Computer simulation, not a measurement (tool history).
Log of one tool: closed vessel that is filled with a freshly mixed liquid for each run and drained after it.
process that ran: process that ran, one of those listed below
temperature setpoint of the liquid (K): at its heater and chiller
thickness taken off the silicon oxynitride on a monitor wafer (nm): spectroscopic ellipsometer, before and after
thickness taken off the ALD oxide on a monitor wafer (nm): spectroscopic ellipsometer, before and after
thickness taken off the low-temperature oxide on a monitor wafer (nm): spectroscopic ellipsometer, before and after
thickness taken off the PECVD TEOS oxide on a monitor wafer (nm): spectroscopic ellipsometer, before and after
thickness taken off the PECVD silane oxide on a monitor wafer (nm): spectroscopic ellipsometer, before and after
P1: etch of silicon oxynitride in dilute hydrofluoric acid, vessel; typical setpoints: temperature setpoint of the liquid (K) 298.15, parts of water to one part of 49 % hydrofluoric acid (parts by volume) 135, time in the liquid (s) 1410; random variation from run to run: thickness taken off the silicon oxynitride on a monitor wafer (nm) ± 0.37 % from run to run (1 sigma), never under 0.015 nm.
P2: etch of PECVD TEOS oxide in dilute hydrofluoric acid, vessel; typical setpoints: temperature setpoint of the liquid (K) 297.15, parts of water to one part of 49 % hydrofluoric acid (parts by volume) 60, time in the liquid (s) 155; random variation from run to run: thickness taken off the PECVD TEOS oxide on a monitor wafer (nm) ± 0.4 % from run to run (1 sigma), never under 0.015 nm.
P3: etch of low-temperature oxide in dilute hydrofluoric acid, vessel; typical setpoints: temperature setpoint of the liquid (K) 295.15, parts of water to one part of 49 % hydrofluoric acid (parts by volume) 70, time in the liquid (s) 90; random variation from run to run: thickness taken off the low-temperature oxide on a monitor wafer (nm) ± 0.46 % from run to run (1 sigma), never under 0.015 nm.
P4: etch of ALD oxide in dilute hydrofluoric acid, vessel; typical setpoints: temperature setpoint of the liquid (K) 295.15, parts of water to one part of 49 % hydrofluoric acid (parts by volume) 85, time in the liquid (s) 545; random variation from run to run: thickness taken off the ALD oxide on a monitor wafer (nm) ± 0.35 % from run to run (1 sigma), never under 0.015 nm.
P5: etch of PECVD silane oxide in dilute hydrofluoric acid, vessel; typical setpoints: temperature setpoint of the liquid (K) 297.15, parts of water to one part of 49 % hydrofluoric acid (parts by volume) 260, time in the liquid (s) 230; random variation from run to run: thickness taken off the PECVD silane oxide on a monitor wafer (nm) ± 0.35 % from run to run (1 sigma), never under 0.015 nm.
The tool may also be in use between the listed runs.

| run | hour | process that ran | temperature setpoint of the liquid (K) | parts of water to one part of 49 % hydrofluoric acid (parts by volume) | time in the liquid (s) | hours since the thermometer was replaced | hours since the hydrofluoric acid flow meter was replaced | thickness taken off the silicon oxynitride on a monitor wafer (nm) | thickness taken off the ALD oxide on a monitor wafer (nm) | thickness taken off the low-temperature oxide on a monitor wafer (nm) | thickness taken off the PECVD TEOS oxide on a monitor wafer (nm) | thickness taken off the PECVD silane oxide on a monitor wafer (nm) |
|---|---|---|---|---|---|---|---|---|---|---|---|---|
| 1 | 6.5 | P1 | 298.15 | 135 | 1410 | 411.5 | 553.8 | 15.196 |  |  |  |  |
| 2 | 13.1 | P1 | 298.15 | 135 | 1410 | 418.1 | 560.4 | 15.286 |  |  |  |  |
| 3 | 20.3 | P4 | 295.15 | 85 | 545 | 425.3 | 567.6 |  | 59.473 |  |  |  |
| 4 | 33.8 | P1 | 301.65 | 135 | 1410 | 438.8 | 581.1 | 17.848 |  |  |  |  |
| 5 | 41.8 | P3 | 299.65 | 70 | 90 | 446.8 | 589.1 |  |  | 51.399 |  |  |
| 6 | 54.6 | P1 | 291.15 | 215 | 1410 | 459.6 | 601.9 | 6.5313 |  |  |  |  |
| 7 | 66.5 | P1 | 298.15 | 250 | 1410 | 471.5 | 613.8 | 7.5129 |  |  |  |  |
| 8 | 80.2 | P2 | 301.65 | 60 | 155 | 485.2 | 627.5 |  |  |  | 55.197 |  |
| 9 | 87.2 | P1 | 298.15 | 135 | 1410 | 492.2 | 634.5 | 15.258 |  |  |  |  |
| 10 | 101 | P1 | 298.15 | 135 | 395 | 506 | 648.3 | 4.2831 |  |  |  |  |
| 11 | 109 | P1 | 298.15 | 135 | 1410 | 514 | 656.3 | 15.134 |  |  |  |  |
| 12 | 118.8 | P3 | 295.15 | 115 | 90 | 523.8 | 666.1 |  |  | 24.29 |  |  |
| 13 | 126.2 | P1 | 293.65 | 135 | 1410 | 531.2 | 673.5 | 12.184 |  |  |  |  |
| 14 | 141 | P4 | 295.15 | 85 | 310 | 546 | 688.3 |  | 34.022 |  |  |  |
| 15 | 152.3 | P4 | 295.15 | 140 | 545 | 557.3 | 699.6 |  | 33.851 |  |  |  |
| 16 | 162.3 | P5 | 297.15 | 370 | 230 | 567.3 | 709.6 |  |  |  |  | 23.299 |
| 17 | 172 | P5 | 301.15 | 260 | 230 | 577 | 719.3 |  |  |  |  | 42.222 |
| 18 | 186.8 | P2 | 297.15 | 100 | 155 | 591.8 | 734.1 |  |  |  | 26.247 |  |
| 19 | 200.9 | P5 | 297.15 | 260 | 230 | 605.9 | 748.2 |  |  |  |  | 36.39 |
| 20 | 210.5 | P3 | 295.15 | 70 | 90 | 615.5 | 757.8 |  |  | 42.729 |  |  |
| 21 | 223.8 | P2 | 297.15 | 60 | 225 | 628.8 | 771.1 |  |  |  | 66.474 |  |
| 22 | 233.3 | P5 | 297.15 | 260 | 125 | 638.3 | 780.6 |  |  |  |  | 20.042 |
| 23 | 245.3 | P1 | 298.15 | 135 | 1410 | 650.3 | 792.6 | 15.198 |  |  |  |  |
| 24 | 254 | P3 | 295.15 | 70 | 145 | 659 | 801.3 |  |  | 68.298 |  |  |
| 25 | 267.5 | P1 | 298.15 | 135 | 2535 | 672.5 | 814.8 | 27.226 |  |  |  |  |
| 26 | 279.6 | P4 | 290.15 | 85 | 545 | 684.6 | 826.9 |  | 48.568 |  |  |  |
| 27 | 293.3 | P1 | 298.15 | 80 | 1410 | 698.3 | 840.6 | 26.875 |  |  |  |  |
| 28 | 306.3 | P2 | 297.15 | 60 | 155 | 711.3 | 853.6 |  |  |  | 46.061 |  |
| 29 | 320.9 | P1 | 298.15 | 135 | 1410 | 725.9 | 868.2 | 15.251 |  |  |  |  |
| 30 | 328.5 | P1 | 298.15 | 135 | 1410 | 733.5 | 875.8 | 15.567 |  |  |  |  |
| 31 | 338.6 | P1 | 298.15 | 135 | 1410 | 743.6 | 885.9 | 15.864 |  |  |  |  |
| 32 | 349.9 | P1 | 298.15 | 135 | 1410 | 754.9 | 897.2 | 16.254 |  |  |  |  |

For run 33, what comes out?
| 33 | 364.5 | P1 | 298.15 | 135 | 1410 | 769.5 | 911.8 | ? |  |  |  |  |

For run 33 the tool returned thickness taken off the silicon oxynitride on a monitor wafer (nm) 16.408.
